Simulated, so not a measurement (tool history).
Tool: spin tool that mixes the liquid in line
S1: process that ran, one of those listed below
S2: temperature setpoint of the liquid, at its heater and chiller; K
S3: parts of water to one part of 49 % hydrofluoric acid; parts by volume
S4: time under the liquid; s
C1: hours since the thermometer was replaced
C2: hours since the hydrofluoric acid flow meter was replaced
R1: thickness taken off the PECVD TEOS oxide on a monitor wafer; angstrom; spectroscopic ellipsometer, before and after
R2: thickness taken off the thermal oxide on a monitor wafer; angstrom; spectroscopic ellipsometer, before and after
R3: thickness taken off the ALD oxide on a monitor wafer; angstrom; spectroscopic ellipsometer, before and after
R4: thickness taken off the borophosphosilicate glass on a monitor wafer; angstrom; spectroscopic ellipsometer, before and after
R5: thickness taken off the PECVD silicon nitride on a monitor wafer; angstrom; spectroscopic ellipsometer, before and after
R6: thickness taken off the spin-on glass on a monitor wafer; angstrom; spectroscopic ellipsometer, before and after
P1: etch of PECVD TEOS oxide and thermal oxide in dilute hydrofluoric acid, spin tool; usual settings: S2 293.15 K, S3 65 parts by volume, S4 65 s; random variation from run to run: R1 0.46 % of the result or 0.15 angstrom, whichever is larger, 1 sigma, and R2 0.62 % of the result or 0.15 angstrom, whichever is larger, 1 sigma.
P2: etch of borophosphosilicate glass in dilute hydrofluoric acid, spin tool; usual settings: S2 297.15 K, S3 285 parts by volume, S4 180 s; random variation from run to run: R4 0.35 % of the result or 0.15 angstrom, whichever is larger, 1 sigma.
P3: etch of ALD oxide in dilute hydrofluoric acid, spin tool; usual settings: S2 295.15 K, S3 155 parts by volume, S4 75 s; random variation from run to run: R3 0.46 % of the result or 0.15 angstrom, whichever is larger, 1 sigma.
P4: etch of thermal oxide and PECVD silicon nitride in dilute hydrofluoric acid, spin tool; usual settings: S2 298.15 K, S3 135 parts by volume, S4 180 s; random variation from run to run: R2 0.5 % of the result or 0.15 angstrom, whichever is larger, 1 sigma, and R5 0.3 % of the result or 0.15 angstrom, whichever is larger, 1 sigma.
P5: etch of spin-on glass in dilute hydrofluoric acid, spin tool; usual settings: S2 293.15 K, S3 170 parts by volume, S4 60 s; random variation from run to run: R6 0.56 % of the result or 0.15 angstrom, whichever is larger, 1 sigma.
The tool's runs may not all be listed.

run	day	S1	S2	S3	S4	C1	C2	R1	R2	R3	R4	R5	R6
1	0.296	P1	293.15	65	65	1946.1	1184.8	200.370	43.789				
2	0.471	P3	295.15	155	75	1950.3	1189.0			117.320			
3	0.800	P2	297.15	285	15	1958.2	1196.9				15.514		
4	1.042	P1	298.65	65	65	1964.0	1202.7	251.280	54.664				
5	1.329	P3	295.15	40	75	1970.9	1209.6			522.110			
6	1.658	P1	293.15	110	65	1978.8	1217.5	114.060	24.907				
7	1.904	P1	297.65	65	120	1984.7	1223.4	449.090	98.403				
8	2.188	P1	293.15	65	65	1991.5	1230.2	201.300	43.643				
9	2.571	P1	293.15	65	100	2000.7	1239.4	311.290	67.701				
10	2.754	P2	297.15	65	180	2005.1	1243.8				1032.100		
11	3.096	P4	298.15	135	180	2013.3	1252.0		64.017			82.200	
12	3.425	P1	293.15	65	65	2021.2	1259.9	202.880	43.909				
13	3.704	P5	293.15	55	60	2027.9	1266.6						352.01
14	3.929	P4	298.15	20	180	2033.3	1272.0		499.460			531.400	
15	4.262	P4	298.15	135	50	2041.3	1280.0		17.653			22.618	
16	4.508	P2	297.15	285	180	2047.2	1285.9				183.590		
17	4.879	P1	293.15	65	15	2056.1	1294.8	46.777	10.013				
18	5.150	P1	290.15	100	65	2062.6	1301.3	111.340	24.264				
19	5.538	P2	290.15	285	180	2071.9	1310.6				143.500		
20	5.721	P1	293.15	40	65	2076.3	1315.0	338.010	73.738				
21	6.025	P3	295.15	155	25	2083.6	1322.3			39.036			
22	6.242	P3	303.65	155	75	2088.8	1327.5			161.430			
23	6.471	P5	301.15	170	60	2094.3	1333.0						134.05
24	6.754	P5	293.15	170	105	2101.1	1339.8						174.46
25	6.971	P4	306.15	135	180	2106.3	1345.0		85.585			135.180	
26	7.354	P1	293.15	65	65	2115.5	1354.2	202.520	44.344				
27	7.704	P1	290.15	65	65	2123.9	1362.6	177.620	38.353				
28	8.050	P5	293.15	170	60	2132.2	1370.9						100.76
29	8.279	P1	293.15	65	65	2137.7	1376.4	203.800	43.969				
30	8.583	P1	293.15	65	65	2145.0	1383.7	199.090	43.196				
31	8.929	P1	293.15	65	65	2153.3	1392.0	195.000	42.380				
32	9.104	P1	293.15	65	65	2157.5	1396.2	193.310	42.609				
33	9.388	P1	293.15	65	65	2164.3	1403.0	192.000	42.413				
34	9.575	P1	293.15	65	65	2168.8	1407.5	192.500	41.813				
35	9.942	P1	293.15	65	65	2177.6	1416.3	190.300	41.732				
36	10.258	P1	293.15	65	65	2185.2	1423.9	192.260	41.546				
37	10.483	P1	293.15	65	65	2190.6	1429.3	190.600	41.631				
38	10.846	P1	293.15	65	65	2199.3	1438.0	189.610	41.322				
39	11.183	P1	293.15	65	65	2207.4	1446.1	191.670	41.980				
40	11.408	P1	293.15	65	65	2212.8	1451.5	190.280	42.018				

What P1 gives has crept away from where it was. These 2 causes fit the log equally well, each at the size given:
A: hydrofluoric acid flow below the setpoint (%) = 5.45
B: liquid colder than its thermometer reads (K) = 1.43
The creep began at about day 8.279.

4 check runs are offered, one wafer each, their results left as question marks. Which one tells the causes apart?
check 1	11.633	P5	298.15	85	60								?
check 2	11.633	P3	302.65	55	75					?			
check 3	11.633	P4	305.65	65	180				?			?	
check 4	11.633	P2	297.15	90	180						?		

What each check would give under each cause:
check	result	if A	if B
check 1	R6	252.41	253.72
check 2	R3	474.290	476.390
check 3	R2	181.960	183.340
check 3	R5	259.540	250.870
check 4	R4	677.850	681.300
How far apart the two closest causes lie, in the result that separates them most: check 1 0.52 %; check 2 0.44 %; check 3 3.4 %; check 4 0.51 %
Only check 3 tells the causes apart: in the others they would give nearly the same result.

Check 3 was then run and gave: R2 181.680 angstrom; R5 259.620 angstrom. Which cause is it?

It is A: hydrofluoric acid flow below the setpoint (%).
